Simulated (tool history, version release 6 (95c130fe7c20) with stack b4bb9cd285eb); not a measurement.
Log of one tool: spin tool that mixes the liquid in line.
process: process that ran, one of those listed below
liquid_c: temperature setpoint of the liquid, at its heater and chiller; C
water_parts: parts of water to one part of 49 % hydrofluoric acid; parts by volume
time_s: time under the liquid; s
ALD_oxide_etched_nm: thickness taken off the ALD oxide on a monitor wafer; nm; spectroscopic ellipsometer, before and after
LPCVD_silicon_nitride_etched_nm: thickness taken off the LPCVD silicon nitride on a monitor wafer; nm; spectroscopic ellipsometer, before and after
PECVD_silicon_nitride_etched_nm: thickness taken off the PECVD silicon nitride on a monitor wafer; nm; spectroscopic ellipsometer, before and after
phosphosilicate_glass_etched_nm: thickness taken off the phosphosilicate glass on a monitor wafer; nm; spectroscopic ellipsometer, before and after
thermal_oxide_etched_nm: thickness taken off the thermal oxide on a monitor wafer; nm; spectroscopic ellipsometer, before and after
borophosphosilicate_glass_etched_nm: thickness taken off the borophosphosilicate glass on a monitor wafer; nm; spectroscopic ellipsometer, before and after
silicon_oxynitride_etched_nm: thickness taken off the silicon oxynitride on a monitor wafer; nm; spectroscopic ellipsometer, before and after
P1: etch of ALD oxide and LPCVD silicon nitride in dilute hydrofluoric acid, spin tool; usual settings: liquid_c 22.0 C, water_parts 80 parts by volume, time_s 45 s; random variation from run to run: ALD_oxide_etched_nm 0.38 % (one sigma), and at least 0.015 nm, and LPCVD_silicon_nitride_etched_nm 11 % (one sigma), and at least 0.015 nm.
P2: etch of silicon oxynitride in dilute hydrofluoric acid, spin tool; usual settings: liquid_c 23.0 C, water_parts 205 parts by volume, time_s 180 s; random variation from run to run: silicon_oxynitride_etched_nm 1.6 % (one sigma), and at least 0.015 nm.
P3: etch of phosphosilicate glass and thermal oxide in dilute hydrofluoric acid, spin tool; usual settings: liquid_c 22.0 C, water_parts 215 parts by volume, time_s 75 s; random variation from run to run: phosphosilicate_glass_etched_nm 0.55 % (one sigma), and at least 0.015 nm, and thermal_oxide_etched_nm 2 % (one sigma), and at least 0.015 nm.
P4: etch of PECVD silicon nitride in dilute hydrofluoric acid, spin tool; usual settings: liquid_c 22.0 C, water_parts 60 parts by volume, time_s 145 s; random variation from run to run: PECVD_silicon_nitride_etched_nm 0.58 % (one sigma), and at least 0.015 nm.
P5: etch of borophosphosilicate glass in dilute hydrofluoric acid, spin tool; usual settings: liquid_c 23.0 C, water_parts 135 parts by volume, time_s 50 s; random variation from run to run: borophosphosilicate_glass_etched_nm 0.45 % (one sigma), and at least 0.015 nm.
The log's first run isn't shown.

run,hour,process,liquid_c,water_parts,time_s,hours since the thermometer was replaced,hours since the hydrofluoric acid flow meter was replaced,ALD_oxide_etched_nm,LPCVD_silicon_nitride_etched_nm,PECVD_silicon_nitride_etched_nm,phosphosilicate_glass_etched_nm,thermal_oxide_etched_nm,borophosphosilicate_glass_etched_nm,silicon_oxynitride_etched_nm
2,21.0,P4,17.0,60,145,399.6,181.0,,,6.60910,,,,
3,30.5,P4,22.0,105,145,409.1,190.5,,,5.38510,,,,
4,39.6,P1,22.0,110,15,418.2,199.6,1.3542,0.07162,,,,,
5,51.2,P4,22.0,60,15,429.8,211.2,,,0.97792,,,,
6,58.4,P1,18.5,80,45,437.0,218.4,4.9909,0.17002,,,,,
7,69.7,P3,26.5,215,75,448.3,229.7,,,,64.101,1.6355,,
8,80.4,P1,22.0,145,45,459.0,240.4,2.9709,0.14478,,,,,
# hour 88.8: thermometer replaced
9,89.8,P5,23.0,190,50,1.0,249.8,,,,,,18.769,
10,102.3,P5,23.0,135,50,13.5,262.3,,,,,,28.387,
11,115.4,P1,18.0,20,45,26.6,275.4,20.9820,0.69614,,,,,
12,123.0,P3,22.0,65,75,34.2,283.0,,,,213.710,5.1809,,
13,136.5,P2,18.5,205,180,47.7,296.5,,,,,,,1.0559
14,146.0,P1,22.0,80,45,57.2,306.0,5.7558,0.24482,,,,,
15,156.7,P1,22.0,80,45,67.9,316.7,5.7814,0.23254,,,,,
16,163.1,P1,22.0,80,80,74.3,323.1,10.2690,0.35211,,,,,
17,172.7,P5,23.0,135,50,83.9,332.7,,,,,,28.248,
18,181.7,P3,22.0,215,75,92.9,341.7,,,,53.782,1.3285,,
19,194.5,P4,22.0,60,145,105.7,354.5,,,9.32960,,,,
20,201.8,P1,22.0,45,45,113.0,361.8,10.7520,0.37931,,,,,
21,214.3,P1,29.0,80,45,125.5,374.3,7.6155,0.35310,,,,,

Forecast run 22:
22,223.9,P5,17.0,135,50,135.1,383.9,,,,,,?,

Run 22 gave borophosphosilicate_glass_etched_nm 22.282 nm.

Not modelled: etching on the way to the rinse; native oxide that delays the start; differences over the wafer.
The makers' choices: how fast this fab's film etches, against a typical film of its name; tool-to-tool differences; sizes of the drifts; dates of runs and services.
